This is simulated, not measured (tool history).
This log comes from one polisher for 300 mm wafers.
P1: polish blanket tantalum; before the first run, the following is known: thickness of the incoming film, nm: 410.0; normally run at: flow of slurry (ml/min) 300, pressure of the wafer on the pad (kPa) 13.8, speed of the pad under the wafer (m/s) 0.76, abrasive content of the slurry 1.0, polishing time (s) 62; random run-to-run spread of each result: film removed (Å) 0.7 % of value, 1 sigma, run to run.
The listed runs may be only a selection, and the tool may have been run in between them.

run,hour,flow of slurry (ml/min),pressure of the wafer on the pad (kPa),speed of the pad under the wafer (m/s),abrasive content of the slurry,polishing time (s),film removed (Å)
1,7.0,300,13.8,0.76,1.0,62,835.96
2,11.9,300,13.8,0.76,1.0,62,838.55
3,19.2,300,13.8,0.40,1.0,83,592.93
4,27.5,300,13.8,0.76,1.0,62,845.70
5,35.5,300,13.8,0.76,0.6,62,699.32
6,42.1,300,13.8,0.54,1.0,62,599.76
7,50.2,300,13.8,0.76,1.0,62,846.37
8,57.2,300,21.4,0.76,1.0,62,1304.40
9,67.3,460,13.8,0.76,1.0,62,884.95
10,76.1,300,13.8,0.76,1.0,62,845.01
11,83.4,300,13.8,0.76,1.0,62,834.67
12,89.6,300,13.8,0.76,1.0,42,567.73
13,99.6,180,13.8,0.76,1.0,62,795.71
14,106.0,300,13.8,0.76,1.0,62,837.49
15,113.9,300,13.8,0.76,1.0,97,1315.80
16,119.2,300,13.8,1.18,1.0,62,1302.80
17,128.7,300,7.6,0.76,1.0,62,464.49
18,136.2,300,13.8,0.76,1.4,62,915.33
19,146.3,300,13.8,0.76,1.0,62,836.18
20,153.0,300,13.8,0.76,1.0,62,818.08
21,162.6,300,13.8,0.76,1.0,62,795.53
22,169.3,300,13.8,0.76,1.0,62,794.96
23,179.4,300,13.8,0.76,1.0,62,776.22
24,185.5,300,13.8,0.76,1.0,62,779.35
25,193.2,300,13.8,0.76,1.0,62,781.90

Run 26 is up next; what results do you expect?
# hour 194.9: slurry nozzle cleaned
# hour 200.5: head pressure recalibrated
26,203.9,300,13.8,0.76,1.0,62,?

film removed (Å): 778.64
